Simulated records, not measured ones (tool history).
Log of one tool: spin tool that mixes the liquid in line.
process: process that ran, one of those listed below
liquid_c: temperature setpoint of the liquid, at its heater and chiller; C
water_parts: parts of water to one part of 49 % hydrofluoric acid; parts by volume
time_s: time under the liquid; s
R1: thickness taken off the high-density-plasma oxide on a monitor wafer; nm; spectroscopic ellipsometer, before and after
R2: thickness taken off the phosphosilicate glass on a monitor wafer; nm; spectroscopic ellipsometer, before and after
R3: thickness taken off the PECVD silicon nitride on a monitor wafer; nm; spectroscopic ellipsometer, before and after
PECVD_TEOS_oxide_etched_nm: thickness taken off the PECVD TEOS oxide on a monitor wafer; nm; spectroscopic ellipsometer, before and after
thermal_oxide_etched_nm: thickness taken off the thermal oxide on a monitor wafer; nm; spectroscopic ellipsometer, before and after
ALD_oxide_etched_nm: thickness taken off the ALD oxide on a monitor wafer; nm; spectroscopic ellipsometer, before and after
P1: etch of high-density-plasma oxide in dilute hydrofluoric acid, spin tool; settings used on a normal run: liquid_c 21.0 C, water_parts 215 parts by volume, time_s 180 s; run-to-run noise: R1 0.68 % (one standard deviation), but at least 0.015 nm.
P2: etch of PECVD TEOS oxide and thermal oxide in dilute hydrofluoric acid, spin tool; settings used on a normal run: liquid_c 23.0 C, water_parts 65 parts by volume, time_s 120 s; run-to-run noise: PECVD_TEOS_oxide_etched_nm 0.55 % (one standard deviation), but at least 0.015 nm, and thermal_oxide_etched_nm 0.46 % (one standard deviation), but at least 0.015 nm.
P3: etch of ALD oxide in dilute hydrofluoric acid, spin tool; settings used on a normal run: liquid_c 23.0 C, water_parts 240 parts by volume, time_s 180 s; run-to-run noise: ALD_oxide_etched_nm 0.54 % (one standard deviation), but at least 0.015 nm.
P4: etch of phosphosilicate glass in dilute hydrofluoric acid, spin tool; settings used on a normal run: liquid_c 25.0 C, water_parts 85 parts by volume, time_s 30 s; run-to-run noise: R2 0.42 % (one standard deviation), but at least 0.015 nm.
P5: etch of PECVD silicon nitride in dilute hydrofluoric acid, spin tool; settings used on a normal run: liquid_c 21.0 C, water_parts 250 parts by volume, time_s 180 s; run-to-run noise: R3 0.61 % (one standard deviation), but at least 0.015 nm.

Run 1, hour 9.4: process P1, liquid_c 21.0 C, water_parts 215 parts by volume, time_s 180 s. Result: R1 3.34500 nm.
Run 2, hour 19.0: process P4, liquid_c 32.0 C, water_parts 85 parts by volume, time_s 30 s. Result: R2 48.618 nm.
Run 3, hour 25.4: process P5, liquid_c 17.0 C, water_parts 250 parts by volume, time_s 180 s. Result: R3 2.5771 nm.
Run 4, hour 35.5: process P2, liquid_c 23.0 C, water_parts 65 parts by volume, time_s 15 s. Result: PECVD_TEOS_oxide_etched_nm 4.3462 nm, thermal_oxide_etched_nm 1.0805 nm.
Run 5, hour 44.8: process P1, liquid_c 17.5 C, water_parts 105 parts by volume, time_s 180 s. Result: R1 6.72110 nm.
Run 6, hour 53.0: process P3, liquid_c 23.0 C, water_parts 150 parts by volume, time_s 180 s. Result: ALD_oxide_etched_nm 36.357 nm.
Run 7, hour 61.9: process P3, liquid_c 17.0 C, water_parts 240 parts by volume, time_s 180 s. Result: ALD_oxide_etched_nm 16.518 nm.
Run 8, hour 71.1: process P1, liquid_c 21.0 C, water_parts 215 parts by volume, time_s 180 s. Result: R1 3.39490 nm.
Run 9, hour 80.3: process P1, liquid_c 17.0 C, water_parts 355 parts by volume, time_s 180 s. Result: R1 1.51930 nm.
Run 10, hour 90.3: process P1, liquid_c 21.0 C, water_parts 95 parts by volume, time_s 180 s. Result: R1 8.70650 nm.
Run 11, hour 95.1: process P5, liquid_c 21.0 C, water_parts 250 parts by volume, time_s 180 s. Result: R3 3.4117 nm.
At hour 97.6: thermometer replaced.
Run 12, hour 105.2: process P4, liquid_c 25.0 C, water_parts 85 parts by volume, time_s 30 s. Result: R2 37.262 nm.
Run 13, hour 111.3: process P1, liquid_c 25.5 C, water_parts 215 parts by volume, time_s 180 s. Result: R1 4.00410 nm.
Run 14, hour 119.3: process P1, liquid_c 21.0 C, water_parts 215 parts by volume, time_s 180 s. Result: R1 3.36130 nm.
Run 15, hour 127.5: process P4, liquid_c 25.0 C, water_parts 130 parts by volume, time_s 30 s. Result: R2 23.115 nm.
Run 16, hour 137.7: process P2, liquid_c 23.0 C, water_parts 65 parts by volume, time_s 120 s. Result: PECVD_TEOS_oxide_etched_nm 34.4210 nm, thermal_oxide_etched_nm 8.8825 nm.
Run 17, hour 146.9: process P1, liquid_c 21.0 C, water_parts 215 parts by volume, time_s 15 s. Result: R1 0.29213 nm.
Run 18, hour 154.4: process P1, liquid_c 21.0 C, water_parts 215 parts by volume, time_s 180 s. Result: R1 3.36820 nm.
Run 19, hour 160.6: process P5, liquid_c 21.0 C, water_parts 415 parts by volume, time_s 180 s. Result: R3 2.0368 nm.
Run 20, hour 167.3: process P1, liquid_c 21.0 C, water_parts 345 parts by volume, time_s 180 s. Result: R1 1.85590 nm.
Run 21, hour 173.4: process P1, liquid_c 17.0 C, water_parts 215 parts by volume, time_s 180 s. Result: R1 2.90490 nm.
Run 22, hour 179.7: process P4, liquid_c 25.0 C, water_parts 85 parts by volume, time_s 15 s. Result: R2 18.581 nm.
Run 23, hour 189.4: process P1, liquid_c 17.0 C, water_parts 90 parts by volume, time_s 180 s. Result: R1 7.84490 nm.
Run 24, hour 197.7: process P1, liquid_c 21.0 C, water_parts 215 parts by volume, time_s 265 s. Result: R1 4.99890 nm.
Run 25, hour 204.9: process P3, liquid_c 23.0 C, water_parts 240 parts by volume, time_s 180 s. Result: ALD_oxide_etched_nm 20.556 nm.
Run 26, hour 211.8: process P5, liquid_c 21.0 C, water_parts 250 parts by volume, time_s 315 s. Result: R3 5.9272 nm.
Run 27, hour 221.5: process P1, liquid_c 21.0 C, water_parts 215 parts by volume, time_s 180 s. Result: R1 3.42740 nm.
Run 28, hour 229.5: process P1, liquid_c 21.0 C, water_parts 215 parts by volume, time_s 180 s. Result: R1 3.38270 nm.
Run 29, hour 234.6: process P3, liquid_c 23.0 C, water_parts 240 parts by volume, time_s 360 s. Result: ALD_oxide_etched_nm 41.330 nm.
Run 30, hour 239.7: process P2, liquid_c 23.0 C, water_parts 65 parts by volume, time_s 120 s. Result: PECVD_TEOS_oxide_etched_nm 35.0760 nm, thermal_oxide_etched_nm 8.7707 nm.
Run 31, hour 245.5: process P2, liquid_c 23.0 C, water_parts 110 parts by volume, time_s 120 s. Result: PECVD_TEOS_oxide_etched_nm 19.2780 nm, thermal_oxide_etched_nm 4.9948 nm.
Run 32, hour 255.0: process P2, liquid_c 29.5 C, water_parts 65 parts by volume, time_s 120 s. Result: PECVD_TEOS_oxide_etched_nm 45.2240 nm, thermal_oxide_etched_nm 11.5900 nm.
Run 33, hour 262.7: process P1, liquid_c 21.0 C, water_parts 215 parts by volume, time_s 180 s. Result: R1 3.41110 nm.
Run 34, hour 269.6: process P1, liquid_c 21.0 C, water_parts 215 parts by volume, time_s 180 s. Result: R1 3.23820 nm.
Run 35, hour 278.5: process P1, liquid_c 21.0 C, water_parts 215 parts by volume, time_s 180 s. Result: R1 3.24670 nm.
Run 36, hour 286.0: process P1, liquid_c 21.0 C, water_parts 215 parts by volume, time_s 180 s. Result: R1 3.24910 nm.
Run 37, hour 292.2: process P1, liquid_c 21.0 C, water_parts 215 parts by volume, time_s 180 s. Result: R1 3.15480 nm.
Run 38, hour 299.2: process P1, liquid_c 21.0 C, water_parts 215 parts by volume, time_s 180 s. Result: R1 3.15510 nm.
Run 39, hour 307.4: process P1, liquid_c 21.0 C, water_parts 215 parts by volume, time_s 180 s. Result: R1 3.17570 nm.
Run 40, hour 315.1: process P1, liquid_c 21.0 C, water_parts 215 parts by volume, time_s 180 s. Result: R1 3.16570 nm.
Run 41, hour 323.1: process P1, liquid_c 21.0 C, water_parts 215 parts by volume, time_s 180 s. Result: R1 3.16610 nm.
Run 42, hour 327.9: process P1, liquid_c 21.0 C, water_parts 215 parts by volume, time_s 180 s. Result: R1 3.16680 nm.
Run 43, hour 336.5: process P1, liquid_c 21.0 C, water_parts 215 parts by volume, time_s 180 s. Result: R1 3.19700 nm.

P1 has crept away from where it was. The log is fitted equally well by each of these 2 causes, at the sizes shown:
A: liquid colder than its thermometer reads (K) = 1.99
B: hydrofluoric acid flow below the setpoint (%) = 6.05
Onset of the creep was near hour 262.7.

Which of the 4 check runs listed below, each an average over 2 wafers with its results shown as question marks, gives clearly different results under the different listed causes?
Run check 1, hour 345.1: process P5, liquid_c 21.0 C, water_parts 355 parts by volume, time_s 180 s. Result: R3 ?.
Run check 2, hour 345.1: process P2, liquid_c 23.0 C, water_parts 105 parts by volume, time_s 15 s. Result: PECVD_TEOS_oxide_etched_nm ?, thermal_oxide_etched_nm ?.
Run check 3, hour 345.1: process P4, liquid_c 25.0 C, water_parts 125 parts by volume, time_s 30 s. Result: R2 ?.
Run check 4, hour 345.1: process P3, liquid_c 23.0 C, water_parts 155 parts by volume, time_s 345 s. Result: ALD_oxide_etched_nm ?.

Expected result of each check under each candidate cause:
  check                      result     if A     if B
check 1                          R3   2.1150   2.2542
check 2  PECVD_TEOS_oxide_etched_nm   2.3529   2.3756
check 2     thermal_oxide_etched_nm  0.60225  0.60806
check 3                          R2   22.252   22.370
check 4         ALD_oxide_etched_nm   62.133   62.380
Minimum pairwise separation of causes per check, each pair taken at its best-separating result: check 1 6.38 %; check 2 0.96 %; check 3 0.53 %; check 4 0.4 %
The other checks would show nearly matching results whichever cause is true, so check 1 is the only one that separates the causes.

Then check 1 was run and gave: R3 2.2443 nm. Which cause is it?

The cause is B: hydrofluoric acid flow below the setpoint (%).

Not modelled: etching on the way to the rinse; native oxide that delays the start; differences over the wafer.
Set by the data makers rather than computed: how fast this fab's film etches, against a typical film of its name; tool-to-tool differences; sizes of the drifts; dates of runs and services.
